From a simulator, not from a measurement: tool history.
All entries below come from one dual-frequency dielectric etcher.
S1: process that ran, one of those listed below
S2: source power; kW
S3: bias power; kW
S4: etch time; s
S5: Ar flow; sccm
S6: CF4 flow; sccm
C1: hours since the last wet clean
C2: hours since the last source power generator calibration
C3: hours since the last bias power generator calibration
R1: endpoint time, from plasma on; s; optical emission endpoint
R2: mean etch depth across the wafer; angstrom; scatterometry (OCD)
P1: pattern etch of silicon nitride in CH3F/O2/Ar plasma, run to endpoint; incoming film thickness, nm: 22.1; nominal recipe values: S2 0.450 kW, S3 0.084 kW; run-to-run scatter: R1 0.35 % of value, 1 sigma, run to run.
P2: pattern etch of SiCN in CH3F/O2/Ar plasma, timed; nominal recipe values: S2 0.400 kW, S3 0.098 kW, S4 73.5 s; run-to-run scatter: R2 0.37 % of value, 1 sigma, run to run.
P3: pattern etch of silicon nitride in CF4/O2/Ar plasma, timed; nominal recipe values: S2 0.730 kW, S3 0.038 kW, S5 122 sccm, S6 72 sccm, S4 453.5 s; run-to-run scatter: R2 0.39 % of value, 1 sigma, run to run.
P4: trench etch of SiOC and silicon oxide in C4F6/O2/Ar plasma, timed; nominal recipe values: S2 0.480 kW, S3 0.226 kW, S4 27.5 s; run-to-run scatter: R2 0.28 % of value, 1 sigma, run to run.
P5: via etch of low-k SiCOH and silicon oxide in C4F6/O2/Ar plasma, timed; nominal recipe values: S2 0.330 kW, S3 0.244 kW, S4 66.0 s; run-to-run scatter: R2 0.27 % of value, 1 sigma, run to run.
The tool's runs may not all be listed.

run	hour	S1	S2	S3	S4	S5	S6	C1	C2	C3	R1	R2
1	8.8	P1	0.450	0.084				265.6	2378.3	492.5	28.553	
2	23.5	P4	0.480	0.226	39.5			280.3	2393.0	507.2		896.19
3	36.5	P3	0.730	0.038	453.5	122	90	293.3	2406.0	520.2		10286.00
4	52.8	P3	0.730	0.038	453.5	122	72	309.6	2422.3	536.5		9951.40
5	60.1	P4	0.330	0.226	27.5			316.9	2429.6	543.8		539.41
6	73.1	P3	0.730	0.038	453.5	122	72	329.9	2442.6	556.8		9980.40
7	85.9	P3	0.730	0.038	249.5	122	72	342.7	2455.4	569.6		5487.60
8	95.4	P1	0.450	0.062				352.2	2464.9	579.1	31.932	
9	110.6	P1	0.450	0.101				367.4	2480.1	594.3	26.733	
10	118.0	P1	0.610	0.084				374.8	2487.5	601.7	25.535	
11	133.2	P4	0.480	0.149	27.5			390.0	2502.7	616.9		547.76
12	147.5	P2	0.400	0.098	73.5			404.3	2517.0	631.2		310.14
13	159.5	P1	0.450	0.084				416.3	2529.0	643.2	28.684	
14	173.4	P2	0.400	0.098	73.5			430.2	2542.9	657.1		309.56
15	182.1	P1	0.360	0.084				438.9	2551.6	665.8	31.056	
16	192.1	P3	0.730	0.025	453.5	122	72	448.9	2561.6	675.8		8681.50
17	200.5	P5	0.330	0.244	66.0			457.3	2570.0	684.2		1927.50
18	210.3	P2	0.400	0.136	73.5			467.1	2579.8	694.0		353.26
19	223.0	P1	0.590	0.068				479.8	2592.5	706.7	27.856	
20	238.3	P3	0.730	0.038	453.5	81	72	495.1	2607.8	722.0		10622.00
21	254.7	P5	0.330	0.244	48.0			511.5	2624.2	738.4		1400.80
22	270.8	P1	0.450	0.084				527.6	2640.3	754.5	28.594	
23	282.1	P2	0.400	0.098	46.5			538.9	2651.6	765.8		196.95
24	290.0	P4	0.480	0.226	27.5			546.8	2659.5	773.7		623.57
25	303.8	P2	0.530	0.098	73.5			560.6	2673.3	787.5		343.40
26	314.6	P3	0.880	0.038	453.5	122	72	571.4	2684.1	798.3		11669.00
27	328.2	P1	0.450	0.084				585.0	2697.7	811.9	28.419	
28	339.4	P1	0.350	0.055				596.2	2708.9	823.1	36.625	
29	354.9	P5	0.330	0.345	66.0			611.7	2724.4	838.6		2182.40
30	364.8	P5	0.460	0.244	66.0			621.6	2734.3	848.5		2202.10
31	375.2	P1	0.450	0.084				632.0	2744.7	858.9	28.702	
32	387.8	P1	0.450	0.084				644.6	2757.3	871.5	28.629	
33	401.8	P1	0.450	0.084				658.6	2771.3	885.5	29.049	
34	412.3	P1	0.450	0.084				669.1	2781.8	896.0	29.017	
35	427.0	P1	0.450	0.084				683.8	2796.5	910.7	28.828	
36	439.1	P1	0.450	0.084				695.9	2808.6	922.8	28.964	
37	454.5	P1	0.450	0.084				711.3	2824.0	938.2	29.122	
# hour 462.2: wet clean of the chamber
38	468.4	P1	0.450	0.084				6.2	2837.9	952.1	28.951	
39	480.3	P1	0.450	0.084				18.1	2849.8	964.0	29.006	
40	495.5	P1	0.450	0.084				33.3	2865.0	979.2	29.163	

The next listed run, before its measurement:
41	509.4	P1	0.450	0.084				47.2	2878.9	993.1	?	

{"run 41": {"R1": 29.193}}
